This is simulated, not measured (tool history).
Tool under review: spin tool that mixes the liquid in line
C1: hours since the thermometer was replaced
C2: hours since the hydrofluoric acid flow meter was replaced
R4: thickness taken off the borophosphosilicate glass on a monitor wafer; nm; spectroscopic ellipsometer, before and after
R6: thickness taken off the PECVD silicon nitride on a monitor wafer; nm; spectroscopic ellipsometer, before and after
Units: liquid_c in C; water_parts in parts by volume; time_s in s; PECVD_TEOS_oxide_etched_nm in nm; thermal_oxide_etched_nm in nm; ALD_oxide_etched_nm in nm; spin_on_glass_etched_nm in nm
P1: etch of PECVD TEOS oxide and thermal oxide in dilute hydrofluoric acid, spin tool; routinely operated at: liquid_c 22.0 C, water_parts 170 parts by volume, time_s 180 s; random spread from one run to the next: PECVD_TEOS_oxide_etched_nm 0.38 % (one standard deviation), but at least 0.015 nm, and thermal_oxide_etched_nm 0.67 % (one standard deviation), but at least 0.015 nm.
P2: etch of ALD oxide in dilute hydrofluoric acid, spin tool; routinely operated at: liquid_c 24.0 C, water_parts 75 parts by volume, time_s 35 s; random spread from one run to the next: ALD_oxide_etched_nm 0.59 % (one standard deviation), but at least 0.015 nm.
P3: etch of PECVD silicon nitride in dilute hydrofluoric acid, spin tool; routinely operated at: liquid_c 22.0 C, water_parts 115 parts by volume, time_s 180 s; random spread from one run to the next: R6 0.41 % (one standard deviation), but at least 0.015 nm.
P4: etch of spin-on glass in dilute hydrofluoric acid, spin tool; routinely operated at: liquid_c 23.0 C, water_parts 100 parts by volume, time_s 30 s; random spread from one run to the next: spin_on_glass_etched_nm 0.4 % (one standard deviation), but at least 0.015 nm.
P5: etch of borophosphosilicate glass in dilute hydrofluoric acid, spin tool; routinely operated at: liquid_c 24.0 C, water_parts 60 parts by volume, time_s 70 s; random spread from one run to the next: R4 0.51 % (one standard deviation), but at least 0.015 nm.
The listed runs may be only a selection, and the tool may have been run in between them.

Run 1, hour 4.2: process P1, liquid_c 22.0 C, water_parts 170 parts by volume, time_s 180 s; C1 997.6; C2 359.6. Result: PECVD_TEOS_oxide_etched_nm 18.36400 nm, thermal_oxide_etched_nm 4.18130 nm.
Run 2, hour 9.0: process P2, liquid_c 24.0 C, water_parts 75 parts by volume, time_s 20 s; C1 1002.4; C2 364.4. Result: ALD_oxide_etched_nm 2.5900 nm.
Run 3, hour 14.7: process P1, liquid_c 22.0 C, water_parts 170 parts by volume, time_s 180 s; C1 1008.1; C2 370.1. Result: PECVD_TEOS_oxide_etched_nm 18.34800 nm, thermal_oxide_etched_nm 4.12110 nm.
Run 4, hour 19.2: process P5, liquid_c 24.0 C, water_parts 80 parts by volume, time_s 70 s; C1 1012.6; C2 374.6. Result: R4 42.580 nm.
Run 5, hour 23.1: process P1, liquid_c 28.5 C, water_parts 170 parts by volume, time_s 180 s; C1 1016.5; C2 378.5. Result: PECVD_TEOS_oxide_etched_nm 23.30400 nm, thermal_oxide_etched_nm 5.30220 nm.
Run 6, hour 27.6: process P2, liquid_c 24.0 C, water_parts 75 parts by volume, time_s 35 s; C1 1021.0; C2 383.0. Result: ALD_oxide_etched_nm 4.5775 nm.
Run 7, hour 31.1: process P5, liquid_c 24.0 C, water_parts 60 parts by volume, time_s 70 s; C1 1024.5; C2 386.5. Result: R4 58.912 nm.
Run 8, hour 36.3: process P1, liquid_c 29.0 C, water_parts 90 parts by volume, time_s 180 s; C1 1029.7; C2 391.7. Result: PECVD_TEOS_oxide_etched_nm 50.31900 nm, thermal_oxide_etched_nm 11.23200 nm.
Run 9, hour 39.4: process P1, liquid_c 22.0 C, water_parts 170 parts by volume, time_s 330 s; C1 1032.8; C2 394.8. Result: PECVD_TEOS_oxide_etched_nm 33.63700 nm, thermal_oxide_etched_nm 7.58810 nm.
Run 10, hour 43.6: process P4, liquid_c 18.0 C, water_parts 100 parts by volume, time_s 30 s; C1 1037.0; C2 399.0. Result: spin_on_glass_etched_nm 12.0320 nm.
Run 11, hour 48.9: process P3, liquid_c 26.0 C, water_parts 115 parts by volume, time_s 180 s; C1 1042.3; C2 404.3. Result: R6 10.1350 nm.
Run 12, hour 51.8: process P2, liquid_c 24.0 C, water_parts 75 parts by volume, time_s 35 s; C1 1045.2; C2 407.2. Result: ALD_oxide_etched_nm 4.5533 nm.
Run 13, hour 54.8: process P5, liquid_c 24.0 C, water_parts 60 parts by volume, time_s 120 s; C1 1048.2; C2 410.2. Result: R4 99.584 nm.
Run 14, hour 60.7: process P1, liquid_c 22.0 C, water_parts 255 parts by volume, time_s 180 s; C1 1054.1; C2 416.1. Result: PECVD_TEOS_oxide_etched_nm 11.18300 nm, thermal_oxide_etched_nm 2.53940 nm.
Run 15, hour 64.0: process P1, liquid_c 22.0 C, water_parts 85 parts by volume, time_s 180 s; C1 1057.4; C2 419.4. Result: PECVD_TEOS_oxide_etched_nm 40.53000 nm, thermal_oxide_etched_nm 9.02370 nm.
Run 16, hour 69.7: process P1, liquid_c 22.0 C, water_parts 270 parts by volume, time_s 15 s; C1 1063.1; C2 425.1. Result: PECVD_TEOS_oxide_etched_nm 0.88704 nm, thermal_oxide_etched_nm 0.18057 nm.
Run 17, hour 73.7: process P1, liquid_c 22.0 C, water_parts 170 parts by volume, time_s 85 s; C1 1067.1; C2 429.1. Result: PECVD_TEOS_oxide_etched_nm 8.64860 nm, thermal_oxide_etched_nm 1.93170 nm.
Run 18, hour 79.4: process P2, liquid_c 24.0 C, water_parts 20 parts by volume, time_s 35 s; C1 1072.8; C2 434.8. Result: ALD_oxide_etched_nm 18.4660 nm.
Run 19, hour 83.1: process P4, liquid_c 23.0 C, water_parts 165 parts by volume, time_s 30 s; C1 1076.5; C2 438.5. Result: spin_on_glass_etched_nm 8.3253 nm.
Run 20, hour 86.1: process P4, liquid_c 23.0 C, water_parts 100 parts by volume, time_s 30 s; C1 1079.5; C2 441.5. Result: spin_on_glass_etched_nm 14.7420 nm.
Run 21, hour 90.9: process P3, liquid_c 22.0 C, water_parts 115 parts by volume, time_s 180 s; C1 1084.3; C2 446.3. Result: R6 7.8454 nm.
Run 22, hour 93.6: process P1, liquid_c 17.0 C, water_parts 170 parts by volume, time_s 180 s; C1 1087.0; C2 449.0. Result: PECVD_TEOS_oxide_etched_nm 15.10100 nm, thermal_oxide_etched_nm 3.39000 nm.
Run 23, hour 99.0: process P5, liquid_c 18.0 C, water_parts 60 parts by volume, time_s 70 s; C1 1092.4; C2 454.4. Result: R4 45.271 nm.
Run 24, hour 103.2: process P5, liquid_c 24.0 C, water_parts 60 parts by volume, time_s 70 s; C1 1096.6; C2 458.6. Result: R4 58.917 nm.
Run 25, hour 106.7: process P2, liquid_c 28.0 C, water_parts 75 parts by volume, time_s 35 s; C1 1100.1; C2 462.1. Result: ALD_oxide_etched_nm 5.3040 nm.
Run 26, hour 109.6: process P1, liquid_c 22.0 C, water_parts 90 parts by volume, time_s 290 s; C1 1103.0; C2 465.0. Result: PECVD_TEOS_oxide_etched_nm 61.05600 nm, thermal_oxide_etched_nm 13.63400 nm.
Run 27, hour 115.5: process P3, liquid_c 22.0 C, water_parts 25 parts by volume, time_s 180 s; C1 1108.9; C2 470.9. Result: R6 34.4810 nm.
Run 28, hour 120.4: process P4, liquid_c 23.0 C, water_parts 100 parts by volume, time_s 15 s; C1 1113.8; C2 475.8. Result: spin_on_glass_etched_nm 7.3373 nm.
Run 29, hour 125.3: process P1, liquid_c 22.0 C, water_parts 170 parts by volume, time_s 180 s; C1 1118.7; C2 480.7. Result: PECVD_TEOS_oxide_etched_nm 18.35300 nm, thermal_oxide_etched_nm 4.18210 nm.
Run 30, hour 130.3: process P3, liquid_c 22.0 C, water_parts 115 parts by volume, time_s 275 s; C1 1123.7; C2 485.7. Result: R6 11.8220 nm.
Run 31, hour 133.4: process P1, liquid_c 22.0 C, water_parts 170 parts by volume, time_s 180 s; C1 1126.8; C2 488.8. Result: PECVD_TEOS_oxide_etched_nm 18.35700 nm, thermal_oxide_etched_nm 4.12390 nm.
Run 32, hour 138.1: process P3, liquid_c 22.0 C, water_parts 115 parts by volume, time_s 180 s; C1 1131.5; C2 493.5. Result: R6 7.7795 nm.
Run 33, hour 143.4: process P4, liquid_c 23.0 C, water_parts 100 parts by volume, time_s 30 s; C1 1136.8; C2 498.8. Result: spin_on_glass_etched_nm 14.6290 nm.
Run 34, hour 146.5: process P1, liquid_c 22.0 C, water_parts 170 parts by volume, time_s 180 s; C1 1139.9; C2 501.9. Result: PECVD_TEOS_oxide_etched_nm 18.27500 nm, thermal_oxide_etched_nm 4.08450 nm.
Run 35, hour 151.1: process P1, liquid_c 22.0 C, water_parts 170 parts by volume, time_s 180 s; C1 1144.5; C2 506.5. Result: PECVD_TEOS_oxide_etched_nm 18.24500 nm, thermal_oxide_etched_nm 4.10830 nm.
Run 36, hour 154.7: process P1, liquid_c 22.0 C, water_parts 170 parts by volume, time_s 180 s; C1 1148.1; C2 510.1. Result: PECVD_TEOS_oxide_etched_nm 17.80300 nm, thermal_oxide_etched_nm 4.00270 nm.
Run 37, hour 158.3: process P1, liquid_c 22.0 C, water_parts 170 parts by volume, time_s 180 s; C1 1151.7; C2 513.7. Result: PECVD_TEOS_oxide_etched_nm 17.68400 nm, thermal_oxide_etched_nm 3.93880 nm.
Run 38, hour 163.3: process P1, liquid_c 22.0 C, water_parts 170 parts by volume, time_s 180 s; C1 1156.7; C2 518.7. Result: PECVD_TEOS_oxide_etched_nm 17.48800 nm, thermal_oxide_etched_nm 3.89510 nm.
Run 39, hour 168.9: process P1, liquid_c 22.0 C, water_parts 170 parts by volume, time_s 180 s; C1 1162.3; C2 524.3. Result: PECVD_TEOS_oxide_etched_nm 17.15900 nm, thermal_oxide_etched_nm 3.85430 nm.
Run 40, hour 172.5: process P1, liquid_c 22.0 C, water_parts 170 parts by volume, time_s 180 s; C1 1165.9; C2 527.9. Result: PECVD_TEOS_oxide_etched_nm 17.23500 nm, thermal_oxide_etched_nm 3.85700 nm.
Run 41, hour 176.4: process P1, liquid_c 22.0 C, water_parts 170 parts by volume, time_s 180 s; C1 1169.8; C2 531.8. Result: PECVD_TEOS_oxide_etched_nm 17.23300 nm, thermal_oxide_etched_nm 3.83900 nm.
Run 42, hour 181.3: process P1, liquid_c 22.0 C, water_parts 170 parts by volume, time_s 180 s; C1 1174.7; C2 536.7. Result: PECVD_TEOS_oxide_etched_nm 17.22500 nm, thermal_oxide_etched_nm 3.82370 nm.

Something has made what P1 gives creep away from where it was; the 2 causes below, each at its own stated size, fit the log equally well:
A: liquid colder than its thermometer reads (K) = 1.72
B: hydrofluoric acid flow below the setpoint (%) = 5.47
The gradual shift began around hour 151.1.

Listed below are the offered check runs, one wafer per run, with question marks in place of results. For which of them would the causes give clearly different outcomes?
Run check 1, hour 186.2: process P2, liquid_c 24.0 C, water_parts 75 parts by volume, time_s 35 s. Result: ALD_oxide_etched_nm ?.
Run check 2, hour 186.2: process P5, liquid_c 24.0 C, water_parts 60 parts by volume, time_s 70 s. Result: R4 ?.
Run check 3, hour 186.2: process P3, liquid_c 22.0 C, water_parts 115 parts by volume, time_s 180 s. Result: R6 ?.
Run check 4, hour 186.2: process P4, liquid_c 23.0 C, water_parts 100 parts by volume, time_s 30 s. Result: spin_on_glass_etched_nm ?.

What each check would give under each cause:
  check                   result     if A     if B
check 1      ALD_oxide_etched_nm   4.2444   4.2792
check 2                       R4   54.602   55.149
check 3                       R6   6.9473   7.3779
check 4  spin_on_glass_etched_nm  13.7410  13.8260
Per check, the gap between the least separated pair of causes, taken in the result that splits them most: check 1 0.82 %; check 2 1 %; check 3 6.01 %; check 4 0.61 %
Check 3 distinguishes between the causes, while the remaining checks would return nearly the same result for all of them.

Check 3 has now been run. It gave: R6 7.4192 nm. Which of the candidate causes is it?

B is the cause: hydrofluoric acid flow below the setpoint (%).
